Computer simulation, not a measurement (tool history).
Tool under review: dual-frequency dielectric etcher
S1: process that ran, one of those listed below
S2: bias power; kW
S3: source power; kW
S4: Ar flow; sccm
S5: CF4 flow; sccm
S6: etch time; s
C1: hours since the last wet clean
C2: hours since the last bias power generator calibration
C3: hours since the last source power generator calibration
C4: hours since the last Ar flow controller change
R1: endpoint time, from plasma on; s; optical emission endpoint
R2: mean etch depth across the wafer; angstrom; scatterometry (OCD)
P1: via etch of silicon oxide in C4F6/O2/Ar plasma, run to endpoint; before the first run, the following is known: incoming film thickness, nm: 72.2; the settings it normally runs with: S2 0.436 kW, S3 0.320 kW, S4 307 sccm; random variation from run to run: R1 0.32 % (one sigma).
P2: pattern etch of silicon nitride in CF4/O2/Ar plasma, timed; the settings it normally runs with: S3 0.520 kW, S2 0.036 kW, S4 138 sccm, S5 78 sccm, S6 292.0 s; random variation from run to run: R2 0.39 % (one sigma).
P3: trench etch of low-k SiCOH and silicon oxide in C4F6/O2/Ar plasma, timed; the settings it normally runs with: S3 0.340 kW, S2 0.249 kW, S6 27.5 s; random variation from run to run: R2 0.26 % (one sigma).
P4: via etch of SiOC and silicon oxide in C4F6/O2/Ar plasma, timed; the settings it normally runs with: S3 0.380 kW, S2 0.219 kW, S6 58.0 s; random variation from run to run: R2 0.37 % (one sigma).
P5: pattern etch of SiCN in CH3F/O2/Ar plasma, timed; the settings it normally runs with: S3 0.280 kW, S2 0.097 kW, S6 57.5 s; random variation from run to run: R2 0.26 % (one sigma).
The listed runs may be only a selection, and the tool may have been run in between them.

Run 1, hour 12.6: S1 P1, S2 0.436 kW, S3 0.320 kW, S4 307 sccm; C1 160.5; C2 1699.3; C3 876.8; C4 3617.4. Result: R1 18.692 s.
Run 2, hour 25.7: S1 P2, S2 0.036 kW, S3 0.520 kW, S4 138 sccm, S5 107 sccm, S6 292.0 s; C1 173.6; C2 1712.4; C3 889.9; C4 3630.5. Result: R2 4960.70 angstrom.
Run 3, hour 38.1: S1 P2, S2 0.036 kW, S3 0.520 kW, S4 101 sccm, S5 78 sccm, S6 292.0 s; C1 186.0; C2 1724.8; C3 902.3; C4 3642.9. Result: R2 4962.80 angstrom.
Run 4, hour 47.1: S1 P2, S2 0.036 kW, S3 0.690 kW, S4 138 sccm, S5 78 sccm, S6 292.0 s; C1 195.0; C2 1733.8; C3 911.3; C4 3651.9. Result: R2 6036.10 angstrom.
Run 5, hour 57.0: S1 P4, S2 0.219 kW, S3 0.380 kW, S6 76.0 s; C1 204.9; C2 1743.7; C3 921.2; C4 3661.8. Result: R2 884.01 angstrom.
Run 6, hour 66.6: S1 P4, S2 0.219 kW, S3 0.380 kW, S6 58.0 s; C1 214.5; C2 1753.3; C3 930.8; C4 3671.4. Result: R2 672.99 angstrom.
Run 7, hour 74.6: S1 P2, S2 0.036 kW, S3 0.520 kW, S4 138 sccm, S5 78 sccm, S6 439.0 s; C1 222.5; C2 1761.3; C3 938.8; C4 3679.4. Result: R2 7114.00 angstrom.
Run 8, hour 84.7: S1 P5, S2 0.097 kW, S3 0.280 kW, S6 57.5 s; C1 232.6; C2 1771.4; C3 948.9; C4 3689.5. Result: R2 212.63 angstrom.
Run 9, hour 98.5: S1 P1, S2 0.436 kW, S3 0.260 kW, S4 307 sccm; C1 246.4; C2 1785.2; C3 962.7; C4 3703.3. Result: R1 20.144 s.
Run 10, hour 105.9: S1 P1, S2 0.530 kW, S3 0.320 kW, S4 307 sccm; C1 253.8; C2 1792.6; C3 970.1; C4 3710.7. Result: R1 17.479 s.
Run 11, hour 118.3: S1 P1, S2 0.436 kW, S3 0.320 kW, S4 307 sccm; C1 266.2; C2 1805.0; C3 982.5; C4 3723.1. Result: R1 18.745 s.
Run 12, hour 134.7: S1 P1, S2 0.436 kW, S3 0.320 kW, S4 307 sccm; C1 282.6; C2 1821.4; C3 998.9; C4 3739.5. Result: R1 18.725 s.
Run 13, hour 142.4: S1 P3, S2 0.249 kW, S3 0.410 kW, S6 27.5 s; C1 290.3; C2 1829.1; C3 1006.6; C4 3747.2. Result: R2 970.81 angstrom.
Run 14, hour 153.8: S1 P1, S2 0.436 kW, S3 0.320 kW, S4 307 sccm; C1 301.7; C2 1840.5; C3 1018.0; C4 3758.6. Result: R1 18.753 s.
Run 15, hour 164.0: S1 P1, S2 0.256 kW, S3 0.320 kW, S4 307 sccm; C1 311.9; C2 1850.7; C3 1028.2; C4 3768.8. Result: R1 22.746 s.
Run 16, hour 175.3: S1 P3, S2 0.249 kW, S3 0.340 kW, S6 35.0 s; C1 323.2; C2 1862.0; C3 1039.5; C4 3780.1. Result: R2 1147.50 angstrom.
At hour 183.2: source power generator calibrated.
Run 17, hour 191.9: S1 P4, S2 0.219 kW, S3 0.220 kW, S6 58.0 s; C1 339.8; C2 1878.6; C3 8.8; C4 3796.7. Result: R2 544.47 angstrom.
Run 18, hour 204.5: S1 P1, S2 0.436 kW, S3 0.430 kW, S4 307 sccm; C1 352.4; C2 1891.2; C3 21.4; C4 3809.3. Result: R1 16.776 s.
Run 19, hour 214.6: S1 P2, S2 0.023 kW, S3 0.520 kW, S4 138 sccm, S5 78 sccm, S6 292.0 s; C1 362.5; C2 1901.3; C3 31.5; C4 3819.4. Result: R2 4013.20 angstrom.
Run 20, hour 229.0: S1 P5, S2 0.067 kW, S3 0.280 kW, S6 57.5 s; C1 376.9; C2 1915.7; C3 45.9; C4 3833.8. Result: R2 185.06 angstrom.
Run 21, hour 239.6: S1 P2, S2 0.036 kW, S3 0.520 kW, S4 138 sccm, S5 78 sccm, S6 292.0 s; C1 387.5; C2 1926.3; C3 56.5; C4 3844.4. Result: R2 4715.40 angstrom.
Run 22, hour 249.0: S1 P5, S2 0.097 kW, S3 0.280 kW, S6 79.0 s; C1 396.9; C2 1935.7; C3 65.9; C4 3853.8. Result: R2 292.16 angstrom.
Run 23, hour 265.4: S1 P1, S2 0.436 kW, S3 0.320 kW, S4 367 sccm; C1 413.3; C2 1952.1; C3 82.3; C4 3870.2. Result: R1 19.091 s.
Run 24, hour 280.3: S1 P3, S2 0.301 kW, S3 0.340 kW, S6 27.5 s; C1 428.2; C2 1967.0; C3 97.2; C4 3885.1. Result: R2 966.63 angstrom.
Run 25, hour 291.6: S1 P4, S2 0.260 kW, S3 0.380 kW, S6 58.0 s; C1 439.5; C2 1978.3; C3 108.5; C4 3896.4. Result: R2 715.59 angstrom.
Run 26, hour 304.2: S1 P5, S2 0.097 kW, S3 0.220 kW, S6 57.5 s; C1 452.1; C2 1990.9; C3 121.1; C4 3909.0. Result: R2 195.74 angstrom.
Run 27, hour 315.7: S1 P1, S2 0.341 kW, S3 0.450 kW, S4 307 sccm; C1 463.6; C2 2002.4; C3 132.6; C4 3920.5. Result: R1 18.036 s.
Run 28, hour 325.1: S1 P4, S2 0.219 kW, S3 0.380 kW, S6 58.0 s; C1 473.0; C2 2011.8; C3 142.0; C4 3929.9. Result: R2 673.37 angstrom.
Run 29, hour 336.3: S1 P3, S2 0.249 kW, S3 0.340 kW, S6 27.5 s; C1 484.2; C2 2023.0; C3 153.2; C4 3941.1. Result: R2 905.47 angstrom.
Run 30, hour 353.0: S1 P1, S2 0.436 kW, S3 0.320 kW, S4 251 sccm; C1 500.9; C2 2039.7; C3 169.9; C4 3957.8. Result: R1 18.379 s.
Run 31, hour 365.4: S1 P1, S2 0.436 kW, S3 0.320 kW, S4 307 sccm; C1 513.3; C2 2052.1; C3 182.3; C4 3970.2. Result: R1 18.725 s.
Run 32, hour 376.6: S1 P1, S2 0.436 kW, S3 0.320 kW, S4 307 sccm; C1 524.5; C2 2063.3; C3 193.5; C4 3981.4. Result: R1 18.766 s.
Run 33, hour 388.8: S1 P1, S2 0.436 kW, S3 0.320 kW, S4 307 sccm; C1 536.7; C2 2075.5; C3 205.7; C4 3993.6. Result: R1 19.021 s.
Run 34, hour 404.8: S1 P1, S2 0.436 kW, S3 0.320 kW, S4 307 sccm; C1 552.7; C2 2091.5; C3 221.7; C4 4009.6. Result: R1 19.060 s.
Run 35, hour 418.3: S1 P1, S2 0.436 kW, S3 0.320 kW, S4 307 sccm; C1 566.2; C2 2105.0; C3 235.2; C4 4023.1. Result: R1 19.121 s.
Run 36, hour 425.7: S1 P1, S2 0.436 kW, S3 0.320 kW, S4 307 sccm; C1 573.6; C2 2112.4; C3 242.6; C4 4030.5. Result: R1 19.073 s.
At hour 426.4: wet clean of the chamber.
Run 37, hour 439.2: S1 P1, S2 0.436 kW, S3 0.320 kW, S4 307 sccm; C1 12.9; C2 2125.9; C3 256.1; C4 4044.0. Result: R1 19.044 s.
Run 38, hour 452.7: S1 P1, S2 0.436 kW, S3 0.320 kW, S4 307 sccm; C1 26.4; C2 2139.4; C3 269.6; C4 4057.5. Result: R1 19.136 s.

The log shows P1 creeping away from where it was. Any of the 2 causes listed here, at the size stated for it, fits the log just as well as the others:
A: source power that arrives under what is set, % = 4.57
B: bias power that arrives under what is set, % = 4.57
The onset of the drift is placed at about hour 365.4.
Excluded causes, each with its reason:
chamber walls in a state that lowers the etch rate, %: serviced at hour 426.4, which brought nothing back
Ar flow that arrives over what is set, %: at most 8, giving a +0.9 % change in R1: too small, or against the direction of the creep

4 check runs are offered, each on 2 wafers whose results are averaged, their results left as question marks. Which one tells the causes apart?
Run check 1, hour 466.2: S1 P2, S2 0.036 kW, S3 0.520 kW, S4 138 sccm, S5 78 sccm, S6 292.0 s. Result: R2 ?.
Run check 2, hour 466.2: S1 P3, S2 0.249 kW, S3 0.340 kW, S6 27.5 s. Result: R2 ?.
Run check 3, hour 466.2: S1 P4, S2 0.219 kW, S3 0.380 kW, S6 58.0 s. Result: R2 ?.
Run check 4, hour 466.2: S1 P5, S2 0.097 kW, S3 0.280 kW, S6 57.5 s. Result: R2 ?.

Expected result of each check under each candidate cause:
  check  result     if A     if B
check 1      R2  4535.60  4641.60
check 2      R2   888.27   889.99
check 3      R2   661.88   663.36
check 4      R2   209.53   209.38
Smallest distance between any two causes, each pair judged by its most separating result, in per cent: check 1 2.31 %; check 2 0.19 %; check 3 0.22 %; check 4 0.07 %
The other checks would show nearly matching results whichever cause is true, so check 1 is the only one that separates the causes.

Check 1 has now been run. It gave: R2 4654.50 angstrom. Which of the candidate causes is it?

It was cause B: bias power that arrives under what is set, %.
